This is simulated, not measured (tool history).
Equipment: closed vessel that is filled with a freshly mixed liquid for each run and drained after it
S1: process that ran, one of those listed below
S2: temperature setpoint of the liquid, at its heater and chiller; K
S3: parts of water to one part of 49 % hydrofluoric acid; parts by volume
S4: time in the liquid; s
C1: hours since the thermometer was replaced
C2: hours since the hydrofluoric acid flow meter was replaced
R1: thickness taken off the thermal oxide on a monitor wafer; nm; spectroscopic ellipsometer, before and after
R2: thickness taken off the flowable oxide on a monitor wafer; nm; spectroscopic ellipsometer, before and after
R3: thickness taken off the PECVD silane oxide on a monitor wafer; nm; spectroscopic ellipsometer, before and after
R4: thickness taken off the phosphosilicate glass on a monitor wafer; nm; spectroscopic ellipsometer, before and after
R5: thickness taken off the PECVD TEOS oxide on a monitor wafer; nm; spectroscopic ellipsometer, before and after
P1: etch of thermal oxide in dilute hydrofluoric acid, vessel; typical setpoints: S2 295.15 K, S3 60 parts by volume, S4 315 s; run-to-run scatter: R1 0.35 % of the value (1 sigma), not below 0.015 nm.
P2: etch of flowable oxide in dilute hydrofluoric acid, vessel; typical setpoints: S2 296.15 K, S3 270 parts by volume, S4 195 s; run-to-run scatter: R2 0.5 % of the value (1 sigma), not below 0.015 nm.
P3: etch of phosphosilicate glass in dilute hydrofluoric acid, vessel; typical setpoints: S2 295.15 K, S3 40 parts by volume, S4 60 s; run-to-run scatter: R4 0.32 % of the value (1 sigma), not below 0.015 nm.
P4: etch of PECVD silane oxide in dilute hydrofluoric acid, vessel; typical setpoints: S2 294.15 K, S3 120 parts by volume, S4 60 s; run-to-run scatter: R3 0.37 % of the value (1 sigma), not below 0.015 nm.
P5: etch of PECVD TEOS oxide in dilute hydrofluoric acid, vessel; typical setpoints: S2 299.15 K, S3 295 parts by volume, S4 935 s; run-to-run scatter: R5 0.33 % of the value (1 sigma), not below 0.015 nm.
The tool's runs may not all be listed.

| run | hour | S1 | S2 | S3 | S4 | C1 | C2 | R1 | R2 | R3 | R4 | R5 |
|---|---|---|---|---|---|---|---|---|---|---|---|---|
| 1 | 2.6 | P1 | 295.15 | 60 | 315 | 702.6 | 946.7 | 24.5170 |  |  |  |  |
| 2 | 5.1 | P2 | 296.15 | 270 | 355 | 705.1 | 949.2 |  | 37.137 |  |  |  |
| 3 | 7.2 | P4 | 294.15 | 55 | 60 | 707.2 | 951.3 |  |  | 30.6760 |  |  |
| 4 | 9.8 | P1 | 295.15 | 60 | 520 | 709.8 | 953.9 | 40.7460 |  |  |  |  |
| 5 | 13.6 | P1 | 295.15 | 20 | 315 | 713.6 | 957.7 | 77.6570 |  |  |  |  |
|  | 15.5 | thermometer replaced |
| 6 | 16.2 | P1 | 295.15 | 60 | 315 | 0.8 | 960.3 | 24.5270 |  |  |  |  |
| 7 | 18.7 | P4 | 294.15 | 120 | 60 | 3.3 | 962.8 |  |  | 13.1020 |  |  |
| 8 | 23.1 | P2 | 296.15 | 270 | 195 | 7.7 | 967.2 |  | 20.348 |  |  |  |
| 9 | 25.7 | P4 | 294.15 | 120 | 60 | 10.3 | 969.8 |  |  | 13.1030 |  |  |
| 10 | 28.9 | P2 | 301.15 | 270 | 195 | 13.5 | 973.0 |  | 24.212 |  |  |  |
| 11 | 33.4 | P1 | 295.15 | 60 | 315 | 18.0 | 977.5 | 24.6210 |  |  |  |  |
| 12 | 35.8 | P3 | 303.15 | 40 | 60 | 20.4 | 979.9 |  |  |  | 232.760 |  |
| 13 | 38.7 | P5 | 299.15 | 455 | 935 | 23.3 | 982.8 |  |  |  |  | 31.906 |
| 14 | 40.7 | P1 | 295.15 | 60 | 315 | 25.3 | 984.8 | 24.5590 |  |  |  |  |
| 15 | 42.8 | P5 | 299.15 | 295 | 1810 | 27.4 | 986.9 |  |  |  |  | 110.920 |
| 16 | 45.4 | P1 | 301.15 | 60 | 30 | 30.0 | 989.5 | 2.9915 |  |  |  |  |
| 17 | 49.6 | P3 | 295.15 | 40 | 60 | 34.2 | 993.7 |  |  |  | 169.050 |  |
| 18 | 53.9 | P3 | 295.15 | 40 | 30 | 38.5 | 998.0 |  |  |  | 84.269 |  |
| 19 | 57.3 | P1 | 295.15 | 85 | 315 | 41.9 | 1001.4 | 16.8490 |  |  |  |  |
| 20 | 60.7 | P3 | 295.15 | 70 | 60 | 45.3 | 1004.8 |  |  |  | 93.042 |  |
| 21 | 64.5 | P5 | 306.15 | 295 | 935 | 49.1 | 1008.6 |  |  |  |  | 72.257 |
| 22 | 68.6 | P1 | 299.15 | 60 | 315 | 53.2 | 1012.7 | 28.9860 |  |  |  |  |
| 23 | 71.9 | P1 | 290.15 | 60 | 315 | 56.5 | 1016.0 | 19.9660 |  |  |  |  |
| 24 | 74.8 | P1 | 295.15 | 60 | 115 | 59.4 | 1018.9 | 8.9801 |  |  |  |  |
| 25 | 78.7 | P5 | 299.15 | 295 | 935 | 63.3 | 1022.8 |  |  |  |  | 57.154 |
| 26 | 83.0 | P1 | 295.15 | 60 | 315 | 67.6 | 1027.1 | 24.5640 |  |  |  |  |
| 27 | 85.9 | P4 | 299.65 | 120 | 60 | 70.5 | 1030.0 |  |  | 16.3350 |  |  |
| 28 | 88.1 | P2 | 296.15 | 55 | 195 | 72.7 | 1032.2 |  | 127.060 |  |  |  |
| 29 | 91.7 | P5 | 299.15 | 295 | 935 | 76.3 | 1035.8 |  |  |  |  | 57.166 |
| 30 | 94.4 | P4 | 294.15 | 120 | 30 | 79.0 | 1038.5 |  |  | 6.5626 |  |  |
| 31 | 96.7 | P1 | 295.15 | 60 | 315 | 81.3 | 1040.8 | 24.7850 |  |  |  |  |
| 32 | 100.5 | P1 | 295.15 | 60 | 315 | 85.1 | 1044.6 | 25.3980 |  |  |  |  |
| 33 | 103.3 | P1 | 295.15 | 60 | 315 | 87.9 | 1047.4 | 25.8290 |  |  |  |  |
| 34 | 105.8 | P1 | 295.15 | 60 | 315 | 90.4 | 1049.9 | 26.0200 |  |  |  |  |
| 35 | 108.6 | P1 | 295.15 | 60 | 315 | 93.2 | 1052.7 | 26.0150 |  |  |  |  |
| 36 | 110.7 | P1 | 295.15 | 60 | 315 | 95.3 | 1054.8 | 26.1130 |  |  |  |  |
| 37 | 114.3 | P1 | 295.15 | 60 | 315 | 98.9 | 1058.4 | 26.2940 |  |  |  |  |
| 38 | 118.9 | P1 | 295.15 | 60 | 315 | 103.5 | 1063.0 | 26.3010 |  |  |  |  |
| 39 | 122.3 | P1 | 295.15 | 60 | 315 | 106.9 | 1066.4 | 26.4950 |  |  |  |  |
| 40 | 125.1 | P1 | 295.15 | 60 | 315 | 109.7 | 1069.2 | 26.4410 |  |  |  |  |
| 41 | 129.1 | P1 | 295.15 | 60 | 315 | 113.7 | 1073.2 | 26.4870 |  |  |  |  |

Compared with where it was, what P1 gives has crept away. Each cause listed below fits the log as well as the rest, at the size given for it:
A: hydrofluoric acid flow above the setpoint (%) = 7.04
B: liquid hotter than its thermometer reads (K) = 1.78
The gradual shift began around hour 96.7.

Question marks stand in for the results of the 4 check runs listed below, each run on one wafer. Under which run would the listed causes show clearly different results?
| check 1 | 133.1 | P5 | 304.65 | 390 | 935 |  |  |  |  |  |  | ? |
| check 2 | 133.1 | P3 | 295.15 | 65 | 60 |  |  |  |  |  | ? |  |
| check 3 | 133.1 | P2 | 300.65 | 70 | 195 |  |  |  | ? |  |  |  |
| check 4 | 133.1 | P4 | 297.15 | 120 | 35 |  |  |  |  | ? |  |  |

Outcome of each check run for each possible cause:
| check | result | if A | if B |
|---|---|---|---|
| check 1 | R5 | 51.420 | 49.282 |
| check 2 | R4 | 108.280 | 108.240 |
| check 3 | R2 | 126.980 | 126.360 |
| check 4 | R3 | 9.3343 | 9.2548 |
Gap, in per cent, between the two causes that each check separates least, read from the result that separates them most: check 1 4.25 %; check 2 0.04 %; check 3 0.49 %; check 4 0.86 %
Only in check 1 would the causes give clearly different results; in the remaining checks their results would be nearly the same.

Check 1 was then run and gave: R5 51.356 nm. Which cause is it?

The correct cause is A, namely: hydrofluoric acid flow above the setpoint (%).
